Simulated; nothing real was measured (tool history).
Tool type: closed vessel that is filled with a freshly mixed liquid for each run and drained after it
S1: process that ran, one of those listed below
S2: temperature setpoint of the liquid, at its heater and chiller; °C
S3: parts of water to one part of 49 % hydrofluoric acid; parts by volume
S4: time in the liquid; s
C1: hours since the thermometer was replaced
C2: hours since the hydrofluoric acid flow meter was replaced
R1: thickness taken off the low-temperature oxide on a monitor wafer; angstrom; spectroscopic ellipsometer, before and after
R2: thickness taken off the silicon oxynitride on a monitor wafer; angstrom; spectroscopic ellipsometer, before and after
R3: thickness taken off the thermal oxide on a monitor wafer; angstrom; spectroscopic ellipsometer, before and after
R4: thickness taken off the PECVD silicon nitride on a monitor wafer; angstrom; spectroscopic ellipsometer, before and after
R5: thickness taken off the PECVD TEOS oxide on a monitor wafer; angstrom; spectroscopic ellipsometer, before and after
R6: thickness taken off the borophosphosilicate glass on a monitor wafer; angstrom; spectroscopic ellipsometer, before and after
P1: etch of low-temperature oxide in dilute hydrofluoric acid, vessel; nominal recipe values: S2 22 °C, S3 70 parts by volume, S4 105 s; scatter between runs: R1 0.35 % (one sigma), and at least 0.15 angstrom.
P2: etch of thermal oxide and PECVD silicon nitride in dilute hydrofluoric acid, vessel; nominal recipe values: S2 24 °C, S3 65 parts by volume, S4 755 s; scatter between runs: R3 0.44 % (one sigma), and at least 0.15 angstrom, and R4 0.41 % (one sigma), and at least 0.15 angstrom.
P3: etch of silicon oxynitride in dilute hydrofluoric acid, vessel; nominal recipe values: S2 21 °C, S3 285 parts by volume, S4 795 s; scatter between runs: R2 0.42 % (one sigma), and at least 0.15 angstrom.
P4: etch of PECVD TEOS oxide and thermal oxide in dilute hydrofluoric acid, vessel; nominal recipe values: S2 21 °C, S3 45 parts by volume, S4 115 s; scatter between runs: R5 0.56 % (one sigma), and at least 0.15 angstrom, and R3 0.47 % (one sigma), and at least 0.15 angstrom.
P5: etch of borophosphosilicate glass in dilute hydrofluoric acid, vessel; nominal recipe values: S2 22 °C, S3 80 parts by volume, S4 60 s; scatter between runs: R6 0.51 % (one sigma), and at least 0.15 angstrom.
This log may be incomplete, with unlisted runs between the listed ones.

{"run": 1, "day": 0.188, "S1": "P1", "S2": 22, "S3": 70, "S4": 105, "C1": 939.2, "C2": 241.9, "R1": 333.92}
{"run": 2, "day": 0.346, "S1": "P1", "S2": 22, "S3": 70, "S4": 105, "C1": 943, "C2": 245.7, "R1": 336}
{"run": 3, "day": 0.55, "S1": "P3", "S2": 21, "S3": 285, "S4": 1400, "C1": 947.9, "C2": 250.6, "R2": 91.605}
{"run": 4, "day": 0.742, "S1": "P3", "S2": 21, "S3": 285, "S4": 795, "C1": 952.5, "C2": 255.2, "R2": 52.473}
{"run": 5, "day": 0.879, "S1": "P1", "S2": 17, "S3": 70, "S4": 105, "C1": 955.8, "C2": 258.5, "R1": 270.4}
{"run": 6, "day": 1.162, "S1": "P2", "S2": 18, "S3": 65, "S4": 755, "C1": 962.6, "C2": 265.3, "R3": 446.85, "R4": 130.15}
{"run": 7, "day": 1.4, "S1": "P1", "S2": 22, "S3": 70, "S4": 105, "C1": 968.3, "C2": 271, "R1": 338}
{"run": 8, "day": 1.692, "S1": "P1", "S2": 22, "S3": 70, "S4": 30, "C1": 975.3, "C2": 278, "R1": 95.654}
{"run": 9, "day": 1.883, "S1": "P4", "S2": 28.5, "S3": 45, "S4": 115, "C1": 979.9, "C2": 282.6, "R3": 152.1, "R5": 389.96}
{"run": 10, "day": 2.025, "S1": "P1", "S2": 22, "S3": 25, "S4": 105, "C1": 983.3, "C2": 286, "R1": 1000.1}
{"run": 11, "day": 2.242, "S1": "P4", "S2": 21, "S3": 45, "S4": 115, "C1": 988.5, "C2": 291.2, "R3": 112.46, "R5": 288.3}
{"run": 12, "day": 2.425, "S1": "P1", "S2": 22, "S3": 105, "S4": 105, "C1": 992.9, "C2": 295.6, "R1": 214.89}
{"run": 13, "day": 2.65, "S1": "P4", "S2": 21, "S3": 45, "S4": 115, "C1": 998.3, "C2": 301, "R3": 112.6, "R5": 286.97}
{"run": 14, "day": 2.904, "S1": "P2", "S2": 24, "S3": 35, "S4": 755, "C1": 1004.4, "C2": 307.1, "R3": 1104.2, "R4": 360.94}
{"run": 15, "day": 3.129, "S1": "P2", "S2": 24, "S3": 65, "S4": 30, "C1": 1009.8, "C2": 312.5, "R3": 22.811, "R4": 7.8246}
{"run": 16, "day": 3.342, "S1": "P1", "S2": 22, "S3": 70, "S4": 105, "C1": 1014.9, "C2": 317.6, "R1": 335.09}
{"run": 17, "day": 3.562, "S1": "P2", "S2": 24, "S3": 65, "S4": 755, "C1": 1020.2, "C2": 322.9, "R3": 570.41, "R4": 196.38}
{"run": 18, "day": 3.742, "S1": "P1", "S2": 22, "S3": 70, "S4": 105, "C1": 1024.5, "C2": 327.2, "R1": 334.35}
{"run": 19, "day": 3.917, "S1": "P1", "S2": 22, "S3": 70, "S4": 105, "C1": 1028.7, "C2": 331.4, "R1": 333.63}
{"run": 20, "day": 4.208, "S1": "P1", "S2": 26, "S3": 70, "S4": 175, "C1": 1035.7, "C2": 338.4, "R1": 659.78}
{"run": 21, "day": 4.35, "S1": "P2", "S2": 24, "S3": 65, "S4": 755, "C1": 1039.1, "C2": 341.8, "R3": 574.54, "R4": 196.33}
{"run": 22, "day": 4.538, "S1": "P3", "S2": 21, "S3": 425, "S4": 795, "C1": 1043.6, "C2": 346.3, "R2": 32.477}
{"run": 23, "day": 4.696, "S1": "P4", "S2": 21, "S3": 45, "S4": 180, "C1": 1047.4, "C2": 350.1, "R3": 177.03, "R5": 448.34}
{"run": 24, "day": 4.854, "S1": "P1", "S2": 22, "S3": 70, "S4": 180, "C1": 1051.2, "C2": 353.9, "R1": 574.07}
{"run": 25, "day": 5.004, "S1": "P4", "S2": 21, "S3": 20, "S4": 115, "C1": 1054.8, "C2": 357.5, "R3": 263.15, "R5": 664.64}
{"run": 26, "day": 5.183, "S1": "P5", "S2": 22, "S3": 80, "S4": 60, "C1": 1059.1, "C2": 361.8, "R6": 282.34}
{"run": 27, "day": 5.458, "S1": "P5", "S2": 22, "S3": 80, "S4": 30, "C1": 1065.7, "C2": 368.4, "R6": 140.66}
{"run": 28, "day": 5.725, "S1": "P1", "S2": 28, "S3": 70, "S4": 105, "C1": 1072.1, "C2": 374.8, "R1": 427.76}
{"run": 29, "day": 5.896, "S1": "P3", "S2": 26, "S3": 285, "S4": 795, "C1": 1076.2, "C2": 378.9, "R2": 64.574}
{"run": 30, "day": 6.062, "S1": "P5", "S2": 22, "S3": 35, "S4": 60, "C1": 1080.2, "C2": 382.9, "R6": 679.03}
{"run": 31, "day": 6.192, "S1": "P5", "S2": 17, "S3": 80, "S4": 60, "C1": 1083.3, "C2": 386, "R6": 227.48}
{"run": 32, "day": 6.342, "S1": "P1", "S2": 22, "S3": 70, "S4": 105, "C1": 1086.9, "C2": 389.6, "R1": 336.45}
{"run": 33, "day": 6.629, "S1": "P1", "S2": 22, "S3": 70, "S4": 105, "C1": 1093.8, "C2": 396.5, "R1": 321.83}
{"run": 34, "day": 6.908, "S1": "P1", "S2": 22, "S3": 70, "S4": 105, "C1": 1100.5, "C2": 403.2, "R1": 316.95}
{"run": 35, "day": 7.108, "S1": "P1", "S2": 22, "S3": 70, "S4": 105, "C1": 1105.3, "C2": 408, "R1": 314.72}
{"run": 36, "day": 7.333, "S1": "P1", "S2": 22, "S3": 70, "S4": 105, "C1": 1110.7, "C2": 413.4, "R1": 311.34}
{"run": 37, "day": 7.546, "S1": "P1", "S2": 22, "S3": 70, "S4": 105, "C1": 1115.8, "C2": 418.5, "R1": 308.09}
{"run": 38, "day": 7.779, "S1": "P1", "S2": 22, "S3": 70, "S4": 105, "C1": 1121.4, "C2": 424.1, "R1": 307.66}
{"run": 39, "day": 7.908, "S1": "P1", "S2": 22, "S3": 70, "S4": 105, "C1": 1124.5, "C2": 427.2, "R1": 305.79}
{"run": 40, "day": 8.162, "S1": "P1", "S2": 22, "S3": 70, "S4": 105, "C1": 1130.6, "C2": 433.3, "R1": 306.96}
{"run": 41, "day": 8.325, "S1": "P1", "S2": 22, "S3": 70, "S4": 105, "C1": 1134.5, "C2": 437.2, "R1": 305.5}
{"run": 42, "day": 8.508, "S1": "P1", "S2": 22, "S3": 70, "S4": 105, "C1": 1138.9, "C2": 441.6, "R1": 305.33}
{"run": 43, "day": 8.679, "S1": "P1", "S2": 22, "S3": 70, "S4": 105, "C1": 1143, "C2": 445.7, "R1": 304.99}

P1 has crept away from where it was. The log is fitted equally well by each of these 2 causes, at the sizes shown:
A: liquid colder than its thermometer reads (K) = 2.27
B: hydrofluoric acid flow below the setpoint (%) = 8.28
The drift started at roughly day 6.342.

Listed below are the offered check runs, one wafer per run, with question marks in place of results. For which of them would the causes give clearly different outcomes?
{"run": "check 1", "day": 8.85, "S1": "P5", "S2": 17, "S3": 80, "S4": 30, "R6": "?"}
{"run": "check 2", "day": 8.85, "S1": "P3", "S2": 21, "S3": 390, "S4": 1245, "R2": "?"}
{"run": "check 3", "day": 8.85, "S1": "P4", "S2": 21, "S3": 25, "S4": 115, "R3": "?", "R5": "?"}
{"run": "check 4", "day": 8.85, "S1": "P2", "S2": 19.5, "S3": 65, "S4": 420, "R3": "?", "R4": "?"}

Expected result of each check under each candidate cause:
check=check_1 result=R6 if_A=103.31 if_B=103.7
check=check_2 result=R2 if_A=51.004 if_B=50.52
check=check_3 result=R3 if_A=188.47 if_B=190.17
check=check_3 result=R5 if_A=480.02 if_B=484.35
check=check_4 result=R3 if_A=240.61 if_B=241.44
check=check_4 result=R4 if_A=68.94 if_B=74.269
Per check, the gap between the least separated pair of causes, taken in the result that splits them most: check 1 0.37 %; check 2 0.95 %; check 3 0.9 %; check 4 7.45 %
Check 4 tells the causes apart: in the others they would give nearly the same result.

The results of check 4 are: R3 239.28 angstrom; R4 69.072 angstrom. Based on these, which of the listed causes is it?

It was cause A: liquid colder than its thermometer reads (K).
